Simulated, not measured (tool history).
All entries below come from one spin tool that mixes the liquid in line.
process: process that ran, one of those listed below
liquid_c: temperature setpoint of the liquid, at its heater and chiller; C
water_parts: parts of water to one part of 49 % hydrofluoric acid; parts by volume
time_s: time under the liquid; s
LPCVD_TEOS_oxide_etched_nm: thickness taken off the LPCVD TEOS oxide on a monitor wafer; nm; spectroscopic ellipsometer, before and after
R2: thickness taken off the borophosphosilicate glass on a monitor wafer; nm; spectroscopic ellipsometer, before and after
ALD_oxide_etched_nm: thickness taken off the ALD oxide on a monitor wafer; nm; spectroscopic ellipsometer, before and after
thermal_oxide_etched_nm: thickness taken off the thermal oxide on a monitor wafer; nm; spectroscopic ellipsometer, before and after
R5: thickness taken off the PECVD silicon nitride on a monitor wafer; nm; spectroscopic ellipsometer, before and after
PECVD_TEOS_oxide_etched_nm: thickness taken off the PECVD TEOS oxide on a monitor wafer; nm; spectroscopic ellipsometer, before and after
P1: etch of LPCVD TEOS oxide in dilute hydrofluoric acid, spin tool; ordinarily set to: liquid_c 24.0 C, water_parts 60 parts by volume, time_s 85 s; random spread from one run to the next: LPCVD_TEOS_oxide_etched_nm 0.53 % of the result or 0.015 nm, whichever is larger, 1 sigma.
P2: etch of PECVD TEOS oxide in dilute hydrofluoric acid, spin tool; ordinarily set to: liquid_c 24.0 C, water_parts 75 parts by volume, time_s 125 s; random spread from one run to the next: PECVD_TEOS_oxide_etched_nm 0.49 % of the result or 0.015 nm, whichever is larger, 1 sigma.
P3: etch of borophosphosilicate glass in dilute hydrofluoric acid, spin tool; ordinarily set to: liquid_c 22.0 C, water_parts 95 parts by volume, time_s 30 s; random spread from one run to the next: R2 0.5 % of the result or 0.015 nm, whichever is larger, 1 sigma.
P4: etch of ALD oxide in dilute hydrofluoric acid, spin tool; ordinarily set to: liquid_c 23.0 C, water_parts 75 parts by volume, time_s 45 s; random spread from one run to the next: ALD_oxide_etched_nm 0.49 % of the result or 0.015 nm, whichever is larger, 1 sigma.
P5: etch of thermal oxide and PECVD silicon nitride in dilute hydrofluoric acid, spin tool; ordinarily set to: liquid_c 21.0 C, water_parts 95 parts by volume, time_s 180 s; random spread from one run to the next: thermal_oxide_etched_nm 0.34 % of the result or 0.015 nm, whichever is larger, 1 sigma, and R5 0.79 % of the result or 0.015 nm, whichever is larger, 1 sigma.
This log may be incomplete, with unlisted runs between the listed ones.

{"run": 1, "hour": 2.8, "process": "P1", "liquid_c": 24.0, "water_parts": 60, "time_s": 85, "LPCVD_TEOS_oxide_etched_nm": 43.848}
{"run": 2, "hour": 5.4, "process": "P3", "liquid_c": 22.0, "water_parts": 150, "time_s": 30, "R2": 7.1386}
{"run": 3, "hour": 7.6, "process": "P1", "liquid_c": 24.0, "water_parts": 60, "time_s": 85, "LPCVD_TEOS_oxide_etched_nm": 44.274}
{"run": 4, "hour": 11.8, "process": "P1", "liquid_c": 18.0, "water_parts": 60, "time_s": 85, "LPCVD_TEOS_oxide_etched_nm": 34.343}
{"run": 5, "hour": 14.9, "process": "P4", "liquid_c": 23.0, "water_parts": 120, "time_s": 45, "ALD_oxide_etched_nm": 4.1753}
{"run": 6, "hour": 19.2, "process": "P4", "liquid_c": 23.0, "water_parts": 75, "time_s": 45, "ALD_oxide_etched_nm": 7.0734}
{"run": 7, "hour": 22.0, "process": "P4", "liquid_c": 23.0, "water_parts": 75, "time_s": 15, "ALD_oxide_etched_nm": 2.3492}
{"hour": 24.4, "done": "thermometer replaced"}
{"run": 8, "hour": 26.1, "process": "P5", "liquid_c": 21.0, "water_parts": 95, "time_s": 180, "thermal_oxide_etched_nm": 8.1292, "R5": 2.7055}
{"run": 9, "hour": 30.0, "process": "P2", "liquid_c": 24.0, "water_parts": 75, "time_s": 240, "PECVD_TEOS_oxide_etched_nm": 86.778}
{"run": 10, "hour": 33.1, "process": "P4", "liquid_c": 17.0, "water_parts": 75, "time_s": 45, "ALD_oxide_etched_nm": 5.5038}
{"run": 11, "hour": 37.7, "process": "P5", "liquid_c": 21.0, "water_parts": 95, "time_s": 60, "thermal_oxide_etched_nm": 2.6886, "R5": 0.90908}
{"run": 12, "hour": 39.8, "process": "P1", "liquid_c": 32.5, "water_parts": 60, "time_s": 85, "LPCVD_TEOS_oxide_etched_nm": 61.726}
{"run": 13, "hour": 43.1, "process": "P5", "liquid_c": 17.0, "water_parts": 95, "time_s": 180, "thermal_oxide_etched_nm": 6.9077, "R5": 2.0152}
{"run": 14, "hour": 45.2, "process": "P2", "liquid_c": 24.0, "water_parts": 35, "time_s": 125, "PECVD_TEOS_oxide_etched_nm": 102.31}
{"run": 15, "hour": 49.9, "process": "P1", "liquid_c": 24.0, "water_parts": 60, "time_s": 85, "LPCVD_TEOS_oxide_etched_nm": 44.075}
{"run": 16, "hour": 54.2, "process": "P1", "liquid_c": 24.0, "water_parts": 110, "time_s": 85, "LPCVD_TEOS_oxide_etched_nm": 22.785}
{"run": 17, "hour": 57.7, "process": "P5", "liquid_c": 21.0, "water_parts": 40, "time_s": 180, "thermal_oxide_etched_nm": 20.814, "R5": 6.1417}
{"run": 18, "hour": 60.7, "process": "P2", "liquid_c": 31.5, "water_parts": 75, "time_s": 125, "PECVD_TEOS_oxide_etched_nm": 60.746}
{"run": 19, "hour": 63.6, "process": "P1", "liquid_c": 24.0, "water_parts": 85, "time_s": 145, "LPCVD_TEOS_oxide_etched_nm": 51.743}
{"run": 20, "hour": 65.6, "process": "P1", "liquid_c": 24.0, "water_parts": 60, "time_s": 165, "LPCVD_TEOS_oxide_etched_nm": 84.891}
{"run": 21, "hour": 70.0, "process": "P1", "liquid_c": 24.0, "water_parts": 60, "time_s": 85, "LPCVD_TEOS_oxide_etched_nm": 44.0}
{"run": 22, "hour": 72.1, "process": "P2", "liquid_c": 24.0, "water_parts": 75, "time_s": 125, "PECVD_TEOS_oxide_etched_nm": 45.222}
{"run": 23, "hour": 76.7, "process": "P1", "liquid_c": 24.0, "water_parts": 25, "time_s": 85, "LPCVD_TEOS_oxide_etched_nm": 110.99}
{"run": 24, "hour": 80.0, "process": "P1", "liquid_c": 24.0, "water_parts": 60, "time_s": 85, "LPCVD_TEOS_oxide_etched_nm": 43.875}
{"run": 25, "hour": 82.9, "process": "P3", "liquid_c": 22.0, "water_parts": 95, "time_s": 30, "R2": 11.93}
{"run": 26, "hour": 87.5, "process": "P1", "liquid_c": 24.0, "water_parts": 60, "time_s": 85, "LPCVD_TEOS_oxide_etched_nm": 44.181}
{"run": 27, "hour": 90.0, "process": "P3", "liquid_c": 22.0, "water_parts": 95, "time_s": 50, "R2": 19.937}
{"run": 28, "hour": 93.6, "process": "P1", "liquid_c": 24.0, "water_parts": 60, "time_s": 85, "LPCVD_TEOS_oxide_etched_nm": 44.384}
{"run": 29, "hour": 98.0, "process": "P1", "liquid_c": 24.0, "water_parts": 60, "time_s": 15, "LPCVD_TEOS_oxide_etched_nm": 7.7588}
{"run": 30, "hour": 101.7, "process": "P4", "liquid_c": 23.0, "water_parts": 75, "time_s": 45, "ALD_oxide_etched_nm": 7.0546}
{"run": 31, "hour": 106.3, "process": "P3", "liquid_c": 17.0, "water_parts": 95, "time_s": 30, "R2": 9.7056}
{"run": 32, "hour": 108.6, "process": "P1", "liquid_c": 24.0, "water_parts": 60, "time_s": 85, "LPCVD_TEOS_oxide_etched_nm": 44.055}
{"run": 33, "hour": 112.7, "process": "P1", "liquid_c": 24.0, "water_parts": 60, "time_s": 85, "LPCVD_TEOS_oxide_etched_nm": 42.26}
{"run": 34, "hour": 116.5, "process": "P1", "liquid_c": 24.0, "water_parts": 60, "time_s": 85, "LPCVD_TEOS_oxide_etched_nm": 41.279}
{"run": 35, "hour": 118.8, "process": "P1", "liquid_c": 24.0, "water_parts": 60, "time_s": 85, "LPCVD_TEOS_oxide_etched_nm": 41.356}
{"run": 36, "hour": 122.4, "process": "P1", "liquid_c": 24.0, "water_parts": 60, "time_s": 85, "LPCVD_TEOS_oxide_etched_nm": 40.936}
{"run": 37, "hour": 126.4, "process": "P1", "liquid_c": 24.0, "water_parts": 60, "time_s": 85, "LPCVD_TEOS_oxide_etched_nm": 40.694}
{"run": 38, "hour": 129.0, "process": "P1", "liquid_c": 24.0, "water_parts": 60, "time_s": 85, "LPCVD_TEOS_oxide_etched_nm": 40.778}
{"run": 39, "hour": 132.6, "process": "P1", "liquid_c": 24.0, "water_parts": 60, "time_s": 85, "LPCVD_TEOS_oxide_etched_nm": 40.343}

P1 has crept away from where it was. The log is fitted equally well by each of these 2 causes, at the sizes shown:
A: liquid colder than its thermometer reads (K) = 1.98
B: hydrofluoric acid flow below the setpoint (%) = 7.24
Onset of the creep was near hour 108.6.

The 4 check runs listed below each average the results of 2 wafers, and their outcomes are marked with question marks. Under which run would the listed causes produce clearly different results?
{"run": "check 1", "hour": 136.2, "process": "P4", "liquid_c": 23.0, "water_parts": 75, "time_s": 45, "ALD_oxide_etched_nm": "?"}
{"run": "check 2", "hour": 136.2, "process": "P2", "liquid_c": 24.0, "water_parts": 75, "time_s": 125, "PECVD_TEOS_oxide_etched_nm": "?"}
{"run": "check 3", "hour": 136.2, "process": "P5", "liquid_c": 21.0, "water_parts": 95, "time_s": 180, "thermal_oxide_etched_nm": "?", "R5": "?"}
{"run": "check 4", "hour": 136.2, "process": "P3", "liquid_c": 22.0, "water_parts": 95, "time_s": 30, "R2": "?"}

Predicted outcomes, by check and by cause:
check=check_1 result=ALD_oxide_etched_nm if_A=6.5160 if_B=6.5089
check=check_2 result=PECVD_TEOS_oxide_etched_nm if_A=41.815 if_B=41.733
check=check_3 result=thermal_oxide_etched_nm if_A=7.5380 if_B=7.5229
check=check_3 result=R5 if_A=2.31880 if_B=2.46600
check=check_4 result=R2 if_A=10.9920 if_B=10.9600
Distance between the nearest two causes, measured in the result of the check that separates them most: check 1 0.11 %; check 2 0.2 %; check 3 6.15 %; check 4 0.29 %
The other checks would show nearly matching results whichever cause is true, so check 3 is the only one that separates the causes.

The results of check 3 are: thermal_oxide_etched_nm 7.5503 nm; R5 2.31530 nm. Based on these, which of the listed causes is it?

A is the cause: liquid colder than its thermometer reads (K).

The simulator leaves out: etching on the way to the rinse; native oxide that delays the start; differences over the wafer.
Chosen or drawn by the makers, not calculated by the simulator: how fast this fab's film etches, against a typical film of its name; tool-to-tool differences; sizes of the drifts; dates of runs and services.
